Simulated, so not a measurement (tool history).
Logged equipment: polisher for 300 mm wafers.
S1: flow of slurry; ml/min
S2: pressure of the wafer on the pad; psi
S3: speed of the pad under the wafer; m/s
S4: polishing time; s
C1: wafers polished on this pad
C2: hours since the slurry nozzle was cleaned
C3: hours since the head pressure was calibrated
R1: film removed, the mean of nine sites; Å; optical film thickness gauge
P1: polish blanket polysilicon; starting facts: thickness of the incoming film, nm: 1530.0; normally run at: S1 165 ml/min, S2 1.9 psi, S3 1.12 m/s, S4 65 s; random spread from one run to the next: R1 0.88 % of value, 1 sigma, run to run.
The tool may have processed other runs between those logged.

| run | day | S1 | S2 | S3 | S4 | C1 | C2 | C3 | R1 |
|---|---|---|---|---|---|---|---|---|---|
| 1 | 0.279 | 165 | 1.9 | 1.12 | 65 | 251 | 139.7 | 377 | 3433.6 |
| 2 | 0.488 | 165 | 1.9 | 1.12 | 84 | 312 | 144.7 | 382 | 4315.5 |
| 3 | 0.867 | 245 | 1.9 | 0.82 | 65 | 423 | 153.8 | 391.1 | 2619.4 |
| 4 | 1.096 | 165 | 1.9 | 1.44 | 65 | 490 | 159.3 | 396.6 | 4355.6 |
| 5 | 1.433 | 100 | 1.9 | 1.12 | 65 | 589 | 167.4 | 404.7 | 3042.3 |
|  | 1.692 | head pressure recalibrated |
| 6 | 1.783 | 165 | 1.9 | 0.8 | 48 | 692 | 175.8 | 2.3 | 1798.4 |
| 7 | 1.962 | 165 | 1.9 | 1.12 | 65 | 744 | 180.1 | 6.6 | 3460.2 |
| 8 | 2.304 | 165 | 1.4 | 1.12 | 65 | 844 | 188.3 | 14.8 | 2536.8 |
| 9 | 2.662 | 165 | 1.9 | 1.12 | 65 | 949 | 196.9 | 23.4 | 3390.8 |
| 10 | 3.038 | 250 | 1.9 | 1.12 | 65 | 1059 | 205.9 | 32.4 | 3586.2 |
| 11 | 3.396 | 165 | 2.7 | 1.12 | 65 | 1164 | 214.5 | 41 | 4799.2 |
| 12 | 3.625 | 165 | 1.9 | 1.12 | 65 | 1231 | 220 | 46.5 | 3438.1 |
| 13 | 3.958 | 165 | 1.9 | 0.5 | 65 | 1329 | 228 | 54.5 | 1524.7 |
| 14 | 4.333 | 100 | 1 | 1.12 | 65 | 1439 | 237 | 63.5 | 1595.7 |
| 15 | 4.642 | 165 | 1.9 | 1.12 | 65 | 1529 | 244.4 | 70.9 | 3426.7 |
| 16 | 4.896 | 165 | 1.9 | 1.12 | 65 | 1604 | 250.5 | 77 | 3438.1 |
| 17 | 5.225 | 165 | 1.9 | 1.12 | 33 | 1700 | 258.4 | 84.9 | 1719.7 |
| 18 | 5.554 | 165 | 1.9 | 1.12 | 65 | 1797 | 266.3 | 92.8 | 3400.9 |

Expected results for the next run?
| 19 | 5.958 | 165 | 1.9 | 1.12 | 65 | 1915 | 276 | 102.5 | ? |

Logged for run 19: R1 3342.8 Å.
